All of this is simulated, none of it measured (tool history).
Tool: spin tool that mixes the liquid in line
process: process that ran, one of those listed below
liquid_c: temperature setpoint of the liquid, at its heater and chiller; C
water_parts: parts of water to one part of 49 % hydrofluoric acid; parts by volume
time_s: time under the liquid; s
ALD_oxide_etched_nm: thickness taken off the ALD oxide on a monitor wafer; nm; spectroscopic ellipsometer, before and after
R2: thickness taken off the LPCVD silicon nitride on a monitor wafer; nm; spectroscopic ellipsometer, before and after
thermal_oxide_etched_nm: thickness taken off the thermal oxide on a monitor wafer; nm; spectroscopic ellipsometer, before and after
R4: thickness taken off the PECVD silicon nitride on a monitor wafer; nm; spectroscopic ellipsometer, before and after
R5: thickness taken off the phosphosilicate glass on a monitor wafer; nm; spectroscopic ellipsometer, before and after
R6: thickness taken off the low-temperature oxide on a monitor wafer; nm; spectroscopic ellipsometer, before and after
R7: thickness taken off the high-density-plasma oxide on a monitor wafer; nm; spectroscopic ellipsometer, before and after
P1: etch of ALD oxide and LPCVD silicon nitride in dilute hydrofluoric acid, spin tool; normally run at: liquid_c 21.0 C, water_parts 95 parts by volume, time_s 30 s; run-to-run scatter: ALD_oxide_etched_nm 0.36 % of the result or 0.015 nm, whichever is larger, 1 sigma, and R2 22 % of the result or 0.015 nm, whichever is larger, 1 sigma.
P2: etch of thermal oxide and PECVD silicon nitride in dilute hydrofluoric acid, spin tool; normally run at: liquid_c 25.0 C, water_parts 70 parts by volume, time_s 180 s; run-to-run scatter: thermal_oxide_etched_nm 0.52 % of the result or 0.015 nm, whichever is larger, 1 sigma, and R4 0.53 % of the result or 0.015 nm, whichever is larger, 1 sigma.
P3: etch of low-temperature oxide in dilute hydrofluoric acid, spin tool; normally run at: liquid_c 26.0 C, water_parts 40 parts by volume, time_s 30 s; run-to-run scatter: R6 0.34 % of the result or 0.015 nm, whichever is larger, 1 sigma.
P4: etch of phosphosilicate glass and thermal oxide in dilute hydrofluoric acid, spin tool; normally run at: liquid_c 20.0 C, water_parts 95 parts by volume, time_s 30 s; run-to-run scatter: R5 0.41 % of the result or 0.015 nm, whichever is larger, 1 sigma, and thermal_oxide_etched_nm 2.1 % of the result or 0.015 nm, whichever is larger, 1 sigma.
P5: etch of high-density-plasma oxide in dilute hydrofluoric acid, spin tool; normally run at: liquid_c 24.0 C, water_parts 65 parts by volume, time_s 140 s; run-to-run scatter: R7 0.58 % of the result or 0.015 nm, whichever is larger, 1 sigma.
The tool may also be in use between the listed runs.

{"run": 1, "day": 0.579, "process": "P1", "liquid_c": 21.0, "water_parts": 95, "time_s": 30, "ALD_oxide_etched_nm": 8.5164, "R2": 0.10309}
{"run": 2, "day": 1.042, "process": "P2", "liquid_c": 25.0, "water_parts": 70, "time_s": 180, "thermal_oxide_etched_nm": 12.412, "R4": 8.2824}
{"run": 3, "day": 1.5, "process": "P4", "liquid_c": 20.0, "water_parts": 95, "time_s": 30, "thermal_oxide_etched_nm": 1.3476, "R5": 40.511}
{"run": 4, "day": 2.246, "process": "P1", "liquid_c": 21.0, "water_parts": 95, "time_s": 55, "ALD_oxide_etched_nm": 15.671, "R2": 0.21025}
{"run": 5, "day": 2.592, "process": "P3", "liquid_c": 26.0, "water_parts": 40, "time_s": 15, "R6": 9.9559}
{"run": 6, "day": 3.062, "process": "P1", "liquid_c": 21.0, "water_parts": 95, "time_s": 30, "ALD_oxide_etched_nm": 8.5648, "R2": 0.082759}
{"run": 7, "day": 3.571, "process": "P5", "liquid_c": 24.0, "water_parts": 65, "time_s": 205, "R7": 24.534}
{"run": 8, "day": 4.254, "process": "P1", "liquid_c": 21.0, "water_parts": 95, "time_s": 30, "ALD_oxide_etched_nm": 8.481, "R2": 0.089555}
{"run": 9, "day": 4.754, "process": "P1", "liquid_c": 21.0, "water_parts": 95, "time_s": 15, "ALD_oxide_etched_nm": 4.2706, "R2": 0.045891}
{"run": 10, "day": 5.204, "process": "P1", "liquid_c": 21.0, "water_parts": 180, "time_s": 30, "ALD_oxide_etched_nm": 4.1203, "R2": 0.042581}
{"run": 11, "day": 5.671, "process": "P4", "liquid_c": 20.0, "water_parts": 95, "time_s": 30, "thermal_oxide_etched_nm": 1.2931, "R5": 40.221}
{"run": 12, "day": 6.179, "process": "P3", "liquid_c": 26.0, "water_parts": 20, "time_s": 30, "R6": 40.736}
{"run": 13, "day": 6.717, "process": "P3", "liquid_c": 26.0, "water_parts": 40, "time_s": 30, "R6": 19.829}
{"run": 14, "day": 7.192, "process": "P1", "liquid_c": 17.0, "water_parts": 95, "time_s": 30, "ALD_oxide_etched_nm": 7.2209, "R2": 0.078634}
{"run": 15, "day": 7.796, "process": "P1", "liquid_c": 21.0, "water_parts": 95, "time_s": 30, "ALD_oxide_etched_nm": 8.5493, "R2": 0.10397}
{"run": 16, "day": 8.125, "process": "P2", "liquid_c": 25.0, "water_parts": 70, "time_s": 260, "thermal_oxide_etched_nm": 17.783, "R4": 12.01}
{"run": 17, "day": 8.812, "process": "P3", "liquid_c": 26.0, "water_parts": 40, "time_s": 30, "R6": 19.881}
{"run": 18, "day": 9.175, "process": "P2", "liquid_c": 25.0, "water_parts": 25, "time_s": 180, "thermal_oxide_etched_nm": 36.504, "R4": 23.043}
{"run": 19, "day": 9.746, "process": "P2", "liquid_c": 25.0, "water_parts": 70, "time_s": 180, "thermal_oxide_etched_nm": 12.26, "R4": 8.3682}
{"run": 20, "day": 10.458, "process": "P1", "liquid_c": 26.5, "water_parts": 95, "time_s": 15, "ALD_oxide_etched_nm": 5.2917, "R2": 0.087918}
{"run": 21, "day": 10.921, "process": "P1", "liquid_c": 21.0, "water_parts": 95, "time_s": 30, "ALD_oxide_etched_nm": 8.5401, "R2": 0.10609}
{"run": 22, "day": 11.329, "process": "P1", "liquid_c": 26.5, "water_parts": 95, "time_s": 30, "ALD_oxide_etched_nm": 10.595, "R2": 0.17727}
{"run": 23, "day": 11.783, "process": "P4", "liquid_c": 20.0, "water_parts": 35, "time_s": 30, "thermal_oxide_etched_nm": 3.7506, "R5": 117.51}
{"run": 24, "day": 12.542, "process": "P1", "liquid_c": 21.0, "water_parts": 30, "time_s": 30, "ALD_oxide_etched_nm": 29.199, "R2": 0.29331}
{"run": 25, "day": 12.979, "process": "P1", "liquid_c": 21.0, "water_parts": 95, "time_s": 30, "ALD_oxide_etched_nm": 8.5033, "R2": 0.070697}

Run 26 comes next. What will it give?
{"run": 26, "day": 13.346, "process": "P5", "liquid_c": 24.0, "water_parts": 65, "time_s": 140, "R7": "?"}

Run 26 gave R7 16.587 nm.
